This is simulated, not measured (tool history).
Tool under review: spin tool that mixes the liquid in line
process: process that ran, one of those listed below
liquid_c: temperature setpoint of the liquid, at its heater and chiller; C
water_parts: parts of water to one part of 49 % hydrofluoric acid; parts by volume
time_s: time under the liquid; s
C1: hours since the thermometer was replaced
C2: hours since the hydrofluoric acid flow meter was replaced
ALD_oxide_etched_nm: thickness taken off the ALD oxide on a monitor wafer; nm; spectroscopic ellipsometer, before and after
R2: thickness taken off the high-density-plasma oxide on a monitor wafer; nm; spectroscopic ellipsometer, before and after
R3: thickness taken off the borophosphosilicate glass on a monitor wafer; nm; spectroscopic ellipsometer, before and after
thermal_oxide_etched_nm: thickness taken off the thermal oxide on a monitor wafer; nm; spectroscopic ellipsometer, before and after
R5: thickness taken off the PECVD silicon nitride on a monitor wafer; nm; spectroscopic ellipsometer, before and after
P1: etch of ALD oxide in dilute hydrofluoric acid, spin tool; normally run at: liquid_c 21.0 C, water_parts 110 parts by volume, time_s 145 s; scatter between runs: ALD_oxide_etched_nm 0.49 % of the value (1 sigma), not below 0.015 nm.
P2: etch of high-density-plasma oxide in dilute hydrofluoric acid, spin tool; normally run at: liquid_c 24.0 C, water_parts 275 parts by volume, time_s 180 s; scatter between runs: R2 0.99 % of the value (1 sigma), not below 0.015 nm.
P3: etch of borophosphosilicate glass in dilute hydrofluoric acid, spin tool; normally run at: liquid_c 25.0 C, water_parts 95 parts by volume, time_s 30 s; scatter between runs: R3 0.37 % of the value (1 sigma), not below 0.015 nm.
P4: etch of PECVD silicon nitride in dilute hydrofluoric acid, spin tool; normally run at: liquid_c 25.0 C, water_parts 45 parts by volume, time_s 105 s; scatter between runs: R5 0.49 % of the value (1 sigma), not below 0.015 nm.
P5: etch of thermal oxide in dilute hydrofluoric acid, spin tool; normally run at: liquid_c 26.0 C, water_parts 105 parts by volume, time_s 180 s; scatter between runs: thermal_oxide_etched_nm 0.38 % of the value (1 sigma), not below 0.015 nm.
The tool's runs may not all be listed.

{"run": 1, "hour": 15.3, "process": "P1", "liquid_c": 21.0, "water_parts": 110, "time_s": 145, "C1": 491.6, "C2": 564.7, "ALD_oxide_etched_nm": 26.551}
{"run": 2, "hour": 27.8, "process": "P1", "liquid_c": 26.0, "water_parts": 110, "time_s": 145, "C1": 504.1, "C2": 577.2, "ALD_oxide_etched_nm": 32.26}
{"run": 3, "hour": 38.6, "process": "P2", "liquid_c": 28.0, "water_parts": 275, "time_s": 180, "C1": 514.9, "C2": 588.0, "R2": 3.2673}
{"run": 4, "hour": 49.1, "process": "P3", "liquid_c": 25.0, "water_parts": 95, "time_s": 30, "C1": 525.4, "C2": 598.5, "R3": 17.586}
{"run": 5, "hour": 56.1, "process": "P5", "liquid_c": 26.0, "water_parts": 70, "time_s": 180, "C1": 532.4, "C2": 605.5, "thermal_oxide_etched_nm": 13.597}
{"run": 6, "hour": 70.8, "process": "P1", "liquid_c": 21.0, "water_parts": 110, "time_s": 145, "C1": 547.1, "C2": 620.2, "ALD_oxide_etched_nm": 26.384}
{"run": 7, "hour": 77.8, "process": "P2", "liquid_c": 24.0, "water_parts": 45, "time_s": 180, "C1": 554.1, "C2": 627.2, "R2": 22.146}
{"run": 8, "hour": 88.3, "process": "P2", "liquid_c": 24.0, "water_parts": 275, "time_s": 180, "C1": 564.6, "C2": 637.7, "R2": 2.8048}
{"run": 9, "hour": 100.9, "process": "P5", "liquid_c": 20.0, "water_parts": 105, "time_s": 180, "C1": 577.2, "C2": 650.3, "thermal_oxide_etched_nm": 6.7195}
{"run": 10, "hour": 113.4, "process": "P1", "liquid_c": 17.0, "water_parts": 110, "time_s": 240, "C1": 589.7, "C2": 662.8, "ALD_oxide_etched_nm": 37.058}
{"run": 11, "hour": 127.8, "process": "P4", "liquid_c": 21.0, "water_parts": 45, "time_s": 105, "C1": 604.1, "C2": 677.2, "R5": 4.87}
{"run": 12, "hour": 135.8, "process": "P4", "liquid_c": 25.0, "water_parts": 45, "time_s": 105, "C1": 612.1, "C2": 685.2, "R5": 6.3746}
{"run": 13, "hour": 146.5, "process": "P1", "liquid_c": 21.0, "water_parts": 110, "time_s": 240, "C1": 622.8, "C2": 695.9, "ALD_oxide_etched_nm": 44.357}
{"run": 14, "hour": 156.6, "process": "P1", "liquid_c": 21.0, "water_parts": 185, "time_s": 145, "C1": 632.9, "C2": 706.0, "ALD_oxide_etched_nm": 14.487}
{"run": 15, "hour": 167.8, "process": "P4", "liquid_c": 25.0, "water_parts": 45, "time_s": 105, "C1": 644.1, "C2": 717.2, "R5": 6.4001}
{"run": 16, "hour": 182.2, "process": "P3", "liquid_c": 25.0, "water_parts": 95, "time_s": 30, "C1": 658.5, "C2": 731.6, "R3": 17.637}
{"run": 17, "hour": 194.4, "process": "P5", "liquid_c": 26.0, "water_parts": 105, "time_s": 305, "C1": 670.7, "C2": 743.8, "thermal_oxide_etched_nm": 14.588}
{"run": 18, "hour": 210.6, "process": "P3", "liquid_c": 25.0, "water_parts": 95, "time_s": 15, "C1": 686.9, "C2": 760.0, "R3": 8.7835}
{"run": 19, "hour": 225.1, "process": "P1", "liquid_c": 21.0, "water_parts": 110, "time_s": 75, "C1": 701.4, "C2": 774.5, "ALD_oxide_etched_nm": 13.652}
{"run": 20, "hour": 238.2, "process": "P1", "liquid_c": 21.0, "water_parts": 110, "time_s": 145, "C1": 714.5, "C2": 787.6, "ALD_oxide_etched_nm": 26.345}
{"run": 21, "hour": 252.0, "process": "P4", "liquid_c": 25.0, "water_parts": 25, "time_s": 105, "C1": 728.3, "C2": 801.4, "R5": 11.283}
{"run": 22, "hour": 266.2, "process": "P3", "liquid_c": 25.0, "water_parts": 175, "time_s": 30, "C1": 742.5, "C2": 815.6, "R3": 8.7364}
{"run": 23, "hour": 281.9, "process": "P1", "liquid_c": 21.0, "water_parts": 40, "time_s": 145, "C1": 758.2, "C2": 831.3, "ALD_oxide_etched_nm": 78.909}
{"run": 24, "hour": 290.9, "process": "P2", "liquid_c": 24.0, "water_parts": 275, "time_s": 15, "C1": 767.2, "C2": 840.3, "R2": 0.25478}
{"run": 25, "hour": 302.0, "process": "P1", "liquid_c": 17.0, "water_parts": 110, "time_s": 145, "C1": 778.3, "C2": 851.4, "ALD_oxide_etched_nm": 22.6}
{"run": 26, "hour": 317.6, "process": "P2", "liquid_c": 24.0, "water_parts": 275, "time_s": 180, "C1": 793.9, "C2": 867.0, "R2": 2.8132}
{"run": 27, "hour": 333.1, "process": "P4", "liquid_c": 25.0, "water_parts": 45, "time_s": 45, "C1": 809.4, "C2": 882.5, "R5": 2.7096}
{"run": 28, "hour": 348.4, "process": "P1", "liquid_c": 21.0, "water_parts": 110, "time_s": 145, "C1": 824.7, "C2": 897.8, "ALD_oxide_etched_nm": 26.512}
{"run": 29, "hour": 359.8, "process": "P3", "liquid_c": 17.5, "water_parts": 95, "time_s": 30, "C1": 836.1, "C2": 909.2, "R3": 12.952}
{"run": 30, "hour": 372.2, "process": "P1", "liquid_c": 21.0, "water_parts": 110, "time_s": 145, "C1": 848.5, "C2": 921.6, "ALD_oxide_etched_nm": 26.484}
{"run": 31, "hour": 387.4, "process": "P5", "liquid_c": 26.0, "water_parts": 105, "time_s": 180, "C1": 863.7, "C2": 936.8, "thermal_oxide_etched_nm": 8.6309}
{"run": 32, "hour": 395.7, "process": "P1", "liquid_c": 21.0, "water_parts": 110, "time_s": 145, "C1": 872.0, "C2": 945.1, "ALD_oxide_etched_nm": 26.497}
{"run": 33, "hour": 403.3, "process": "P1", "liquid_c": 21.0, "water_parts": 110, "time_s": 145, "C1": 879.6, "C2": 952.7, "ALD_oxide_etched_nm": 25.859}
{"run": 34, "hour": 411.9, "process": "P1", "liquid_c": 21.0, "water_parts": 110, "time_s": 145, "C1": 888.2, "C2": 961.3, "ALD_oxide_etched_nm": 25.561}
{"run": 35, "hour": 427.1, "process": "P1", "liquid_c": 21.0, "water_parts": 110, "time_s": 145, "C1": 903.4, "C2": 976.5, "ALD_oxide_etched_nm": 25.425}
{"run": 36, "hour": 438.5, "process": "P1", "liquid_c": 21.0, "water_parts": 110, "time_s": 145, "C1": 914.8, "C2": 987.9, "ALD_oxide_etched_nm": 25.09}

Expected results for the next run?
{"run": 37, "hour": 454.3, "process": "P1", "liquid_c": 21.0, "water_parts": 110, "time_s": 145, "C1": 930.6, "C2": 1003.7, "ALD_oxide_etched_nm": "?"}

Run 37 measured ALD_oxide_etched_nm 25.108 nm.
